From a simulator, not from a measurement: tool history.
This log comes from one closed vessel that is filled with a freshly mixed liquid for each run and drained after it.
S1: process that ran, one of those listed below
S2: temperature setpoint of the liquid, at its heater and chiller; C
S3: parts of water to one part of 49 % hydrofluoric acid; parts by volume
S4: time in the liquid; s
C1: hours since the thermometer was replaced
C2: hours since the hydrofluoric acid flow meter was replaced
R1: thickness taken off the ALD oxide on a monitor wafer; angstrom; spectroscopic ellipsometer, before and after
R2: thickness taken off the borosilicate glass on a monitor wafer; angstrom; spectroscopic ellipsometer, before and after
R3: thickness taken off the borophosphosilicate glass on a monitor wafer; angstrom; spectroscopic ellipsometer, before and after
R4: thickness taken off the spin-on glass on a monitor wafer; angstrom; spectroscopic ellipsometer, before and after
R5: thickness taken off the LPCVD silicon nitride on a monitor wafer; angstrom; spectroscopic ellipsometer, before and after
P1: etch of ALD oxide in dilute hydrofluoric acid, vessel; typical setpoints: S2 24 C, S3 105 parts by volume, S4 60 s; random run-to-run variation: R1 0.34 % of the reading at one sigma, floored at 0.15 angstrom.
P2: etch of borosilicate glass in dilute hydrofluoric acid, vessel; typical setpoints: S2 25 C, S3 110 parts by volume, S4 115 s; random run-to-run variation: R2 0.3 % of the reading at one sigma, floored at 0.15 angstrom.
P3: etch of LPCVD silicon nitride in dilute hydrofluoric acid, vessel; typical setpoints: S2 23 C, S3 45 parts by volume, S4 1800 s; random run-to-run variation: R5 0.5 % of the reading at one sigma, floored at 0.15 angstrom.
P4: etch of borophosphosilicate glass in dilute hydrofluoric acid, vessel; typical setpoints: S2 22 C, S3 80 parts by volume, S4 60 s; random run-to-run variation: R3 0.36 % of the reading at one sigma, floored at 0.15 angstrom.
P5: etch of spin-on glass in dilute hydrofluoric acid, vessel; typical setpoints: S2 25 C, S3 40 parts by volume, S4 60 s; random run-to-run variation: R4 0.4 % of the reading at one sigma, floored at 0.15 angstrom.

run	hour	S1	S2	S3	S4	C1	C2	R1	R2	R3	R4	R5
1	5.5	P1	24	105	60	1173.5	388.3	67.506				
2	9.4	P1	17	25	60	1177.4	392.2	231.1				
3	18.3	P1	32.5	105	60	1186.3	401.1	92.823				
4	23.2	P2	25	110	115	1191.2	406		337.68			
5	28.8	P4	22	80	60	1196.8	411.6			227.27		
6	33.1	P1	24	105	60	1201.1	415.9	67.157				
7	38.3	P1	19.5	105	60	1206.3	421.1	55.667				
8	43.5	P5	25	40	60	1211.5	426.3				793.74	
9	50.3	P4	29.5	80	60	1218.3	433.1			305.29		
10	58	P3	23	45	1800	1226	440.8					175.73
11	65.1	P1	24	105	110	1233.1	447.9	122.84				
12	69.5	P5	25	40	30	1237.5	452.3				397.21	
13	76.1	P1	24	105	30	1244.1	458.9	33.349				
14	80.5	P1	24	170	60	1248.5	463.3	38.409				
15	86.1	P1	24	105	60	1254.1	468.9	66.833				
16	91.9	P1	19	180	60	1259.9	474.7	29.396				
17	100.6	P1	24	105	60	1268.6	483.4	66.903				
18	105.9	P5	20.5	40	60	1273.9	488.7				659.89	
19	109.8	P5	25	20	60	1277.8	492.6				1625.6	
20	115.3	P4	22	80	100	1283.3	498.1			379.81		
21	121.9	P2	25	110	55	1289.9	504.7		162.16			
22	128.5	P1	24	105	60	1296.5	511.3	66.886				
23	136.9	P4	22	80	60	1304.9	519.7			228.59		
24	143	P3	30.5	45	1800	1311	525.8					291.35
25	150.6	P3	23	45	3270	1318.6	533.4					323.82
26	158.7	P4	22	135	60	1326.7	541.5			127.16		
27	164.4	P5	25	40	60	1332.4	547.2				789.74	
28	170.7	P1	24	50	60	1338.7	553.5	151.47				
29	177.5	P1	24	105	60	1345.5	560.3	66.953				
30	181.5	P2	32	110	115	1349.5	564.3		441.79			
31	189.2	P3	23	45	1800	1357.2	572					178.98
32	196.5	P3	23	20	1800	1364.5	579.3					387.35
33	202.4	P2	25	195	115	1370.4	585.2		173.86			
34	209.8	P1	30.5	105	100	1377.8	592.6	144.24				
35	213.7	P1	24	105	60	1381.7	596.5	66.709				
36	222.1	P1	24	105	60	1390.1	604.9	63.638				
37	226.2	P1	24	105	60	1394.2	609	63.107				
38	231	P1	24	105	60	1399	613.8	62.495				
39	238.1	P1	24	105	60	1406.1	620.9	62.06				
40	245.4	P1	24	105	60	1413.4	628.2	62.165				
41	251.9	P1	24	105	60	1419.9	634.7	61.609				

What P1 gives has crept away from where it was. These 2 causes fit the log equally well, each at the size given:
A: hydrofluoric acid flow below the setpoint (%) = 6.89
B: liquid colder than its thermometer reads (K) = 2.03
Onset of the creep was near hour 213.7.

The check runs listed below each take one wafer, and their results are still question marks. Under which run would the listed causes lead to clearly different results?
check 1	258.4	P5	25	40	60						?	
check 2	258.4	P4	22	80	60					?		
check 3	258.4	P2	25	110	115				?			
check 4	258.4	P3	23	45	1800							?

Check results expected under each cause:
check	result	if A	if B
check 1	R4	735.29	728.87
check 2	R3	210.24	209.14
check 3	R2	312.25	312.74
check 4	R5	165.71	154.57
How far apart the two closest causes lie, in the result that separates them most: check 1 0.88 %; check 2 0.53 %; check 3 0.16 %; check 4 6.96 %
The causes can be told apart only by check 4. The other checks would give nearly the same results under each of them.

Check 4 was carried out, with these results: R5 153.84 angstrom. Which of the listed causes is responsible?

It was cause B: liquid colder than its thermometer reads (K).

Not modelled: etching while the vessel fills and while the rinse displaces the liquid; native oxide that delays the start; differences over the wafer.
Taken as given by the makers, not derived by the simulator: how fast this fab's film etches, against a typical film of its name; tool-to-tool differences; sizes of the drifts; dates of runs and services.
